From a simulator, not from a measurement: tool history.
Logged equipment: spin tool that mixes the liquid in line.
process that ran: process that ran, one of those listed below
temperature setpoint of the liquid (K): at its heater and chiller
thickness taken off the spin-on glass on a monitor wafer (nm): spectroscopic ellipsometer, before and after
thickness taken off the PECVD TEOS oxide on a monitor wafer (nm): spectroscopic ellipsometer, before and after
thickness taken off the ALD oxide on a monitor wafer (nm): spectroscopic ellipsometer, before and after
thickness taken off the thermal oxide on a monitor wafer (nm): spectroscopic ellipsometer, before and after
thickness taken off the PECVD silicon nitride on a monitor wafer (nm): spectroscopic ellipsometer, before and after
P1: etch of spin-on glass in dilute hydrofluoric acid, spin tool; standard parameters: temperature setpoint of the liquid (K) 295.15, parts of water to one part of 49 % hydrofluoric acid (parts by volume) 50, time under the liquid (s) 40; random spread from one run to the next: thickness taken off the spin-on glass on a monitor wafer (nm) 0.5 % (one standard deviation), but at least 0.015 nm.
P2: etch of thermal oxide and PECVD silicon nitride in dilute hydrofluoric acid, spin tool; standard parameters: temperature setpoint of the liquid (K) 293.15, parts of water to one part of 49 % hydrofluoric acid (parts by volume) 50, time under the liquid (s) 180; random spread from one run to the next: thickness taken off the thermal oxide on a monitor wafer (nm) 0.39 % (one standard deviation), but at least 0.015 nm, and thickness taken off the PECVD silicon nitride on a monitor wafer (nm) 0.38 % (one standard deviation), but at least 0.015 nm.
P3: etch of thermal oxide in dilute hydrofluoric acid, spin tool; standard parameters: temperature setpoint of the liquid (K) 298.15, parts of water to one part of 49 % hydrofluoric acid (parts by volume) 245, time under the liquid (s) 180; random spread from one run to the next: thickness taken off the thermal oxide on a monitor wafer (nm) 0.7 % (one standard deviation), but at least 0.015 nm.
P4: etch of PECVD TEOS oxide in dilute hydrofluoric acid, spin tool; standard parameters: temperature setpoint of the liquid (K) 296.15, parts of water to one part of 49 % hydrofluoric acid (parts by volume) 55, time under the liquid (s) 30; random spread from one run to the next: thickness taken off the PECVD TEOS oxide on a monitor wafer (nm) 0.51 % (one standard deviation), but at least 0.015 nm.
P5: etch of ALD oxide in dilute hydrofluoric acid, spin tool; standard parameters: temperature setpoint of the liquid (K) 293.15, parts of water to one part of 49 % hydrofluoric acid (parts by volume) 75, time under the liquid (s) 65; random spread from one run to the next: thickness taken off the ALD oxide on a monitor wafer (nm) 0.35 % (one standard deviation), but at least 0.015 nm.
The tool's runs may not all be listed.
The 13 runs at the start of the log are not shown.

| run | hour | process that ran | temperature setpoint of the liquid (K) | parts of water to one part of 49 % hydrofluoric acid (parts by volume) | time under the liquid (s) | hours since the thermometer was replaced | hours since the hydrofluoric acid flow meter was replaced | thickness taken off the spin-on glass on a monitor wafer (nm) | thickness taken off the PECVD TEOS oxide on a monitor wafer (nm) | thickness taken off the ALD oxide on a monitor wafer (nm) | thickness taken off the thermal oxide on a monitor wafer (nm) | thickness taken off the PECVD silicon nitride on a monitor wafer (nm) |
|---|---|---|---|---|---|---|---|---|---|---|---|---|
| 14 | 217.1 | P2 | 293.15 | 50 | 180 | 115 | 26.9 |  |  |  | 15.619 | 15.748 |
| 15 | 227.4 | P3 | 298.15 | 245 | 180 | 125.3 | 37.2 |  |  |  | 2.9993 |  |
| 16 | 239.9 | P2 | 297.15 | 50 | 180 | 137.8 | 49.7 |  |  |  | 18.447 | 20.767 |
| 17 | 253.6 | P3 | 298.15 | 245 | 180 | 151.5 | 63.4 |  |  |  | 2.9816 |  |
| 18 | 264.4 | P1 | 295.15 | 50 | 40 | 162.3 | 74.2 | 25.416 |  |  |  |  |
| 19 | 281.3 | P5 | 293.15 | 75 | 100 | 179.2 | 91.1 |  |  | 15.01 |  |  |
| 20 | 290 | P5 | 293.15 | 75 | 65 | 187.9 | 99.8 |  |  | 9.831 |  |  |
| 21 | 298.6 | P1 | 301.15 | 50 | 40 | 196.5 | 108.4 | 32.679 |  |  |  |  |
| 22 | 310.5 | P1 | 295.15 | 50 | 40 | 208.4 | 120.3 | 25.645 |  |  |  |  |
| 23 | 324 | P2 | 293.15 | 50 | 180 | 221.9 | 133.8 |  |  |  | 15.529 | 15.934 |
| 24 | 332.9 | P1 | 295.15 | 70 | 40 | 230.8 | 142.7 | 18.002 |  |  |  |  |
| 25 | 351.1 | P4 | 296.15 | 55 | 30 | 249 | 160.9 |  | 12.36 |  |  |  |
| 26 | 367.4 | P5 | 293.15 | 35 | 65 | 265.3 | 177.2 |  |  | 21.983 |  |  |
| 27 | 375.8 | P3 | 298.15 | 245 | 325 | 273.7 | 185.6 |  |  |  | 5.2927 |  |
| 28 | 387.8 | P4 | 296.15 | 20 | 30 | 285.7 | 197.6 |  | 35.665 |  |  |  |
| 29 | 396.7 | P2 | 293.15 | 50 | 305 | 294.6 | 206.5 |  |  |  | 26.412 | 26.771 |
| 30 | 414 | P3 | 298.15 | 90 | 180 | 311.9 | 223.8 |  |  |  | 9.7391 |  |
| 31 | 424.8 | P1 | 295.15 | 50 | 40 | 322.7 | 234.6 | 25.644 |  |  |  |  |

Run 32 comes next. What will it give?
| 32 | 443.5 | P1 | 295.15 | 50 | 40 | 341.4 | 253.3 | ? |  |  |  |  |

thickness taken off the spin-on glass on a monitor wafer (nm): 24.979

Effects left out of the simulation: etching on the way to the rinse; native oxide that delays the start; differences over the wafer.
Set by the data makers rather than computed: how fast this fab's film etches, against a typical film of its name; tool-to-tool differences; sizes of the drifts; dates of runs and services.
